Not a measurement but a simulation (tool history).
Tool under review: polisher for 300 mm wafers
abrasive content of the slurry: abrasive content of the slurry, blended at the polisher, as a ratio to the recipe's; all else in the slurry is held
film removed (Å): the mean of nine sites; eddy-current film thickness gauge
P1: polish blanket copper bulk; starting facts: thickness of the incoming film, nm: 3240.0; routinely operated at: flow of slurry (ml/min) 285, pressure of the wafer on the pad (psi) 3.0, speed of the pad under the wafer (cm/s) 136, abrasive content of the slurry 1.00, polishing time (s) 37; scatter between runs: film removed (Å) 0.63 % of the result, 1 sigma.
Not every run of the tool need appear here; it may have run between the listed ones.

run,hour,flow of slurry (ml/min),pressure of the wafer on the pad (psi),speed of the pad under the wafer (cm/s),abrasive content of the slurry,polishing time (s),film removed (Å)
1,7.6,285,3.0,136,1.00,37,4750.8
2,20.8,285,3.0,72,0.75,37,2352.2
3,30.5,285,3.0,208,1.00,18,3497.5
4,38.4,285,3.0,214,1.00,37,7468.0
5,45.6,285,3.0,136,1.00,37,4743.0
# hour 54.5: slurry nozzle cleaned
6,56.3,285,3.0,136,0.50,37,4134.6
7,66.1,440,3.0,136,1.00,37,4857.8
8,72.8,285,3.0,136,1.00,19,2431.9
9,86.5,285,3.0,136,1.00,37,4756.3
10,96.5,285,3.0,136,1.00,37,4712.9
11,105.8,170,3.0,136,1.00,37,4460.1
# hour 112.0: worn pad replaced by a new one
12,117.7,285,3.0,136,1.00,37,4758.4
13,125.5,285,2.0,136,1.00,17,1439.6
14,138.7,285,3.0,62,1.00,37,2152.4
15,153.5,285,3.0,136,1.00,57,7288.8
16,167.0,285,1.4,136,1.00,37,2214.2
17,174.7,285,3.0,136,1.00,37,4715.8
18,189.4,285,4.3,136,1.00,37,6775.2
19,200.7,285,3.0,136,1.45,37,5090.1
20,213.0,285,3.0,136,1.00,37,4743.9
21,220.7,285,3.0,136,1.00,37,4756.1
22,232.9,285,3.0,136,1.00,37,4583.7
23,246.3,285,3.0,136,1.00,37,4539.9
# hour 254.7: slurry blender recalibrated
24,260.5,285,3.0,136,1.00,37,4544.1
25,267.5,285,3.0,136,1.00,37,4461.9

What does the tool deliver on the next run?
# hour 271.2: worn pad replaced by a new one
26,281.7,285,3.0,136,1.00,37,?

Logged for run 26: film removed (Å) 4417.4.
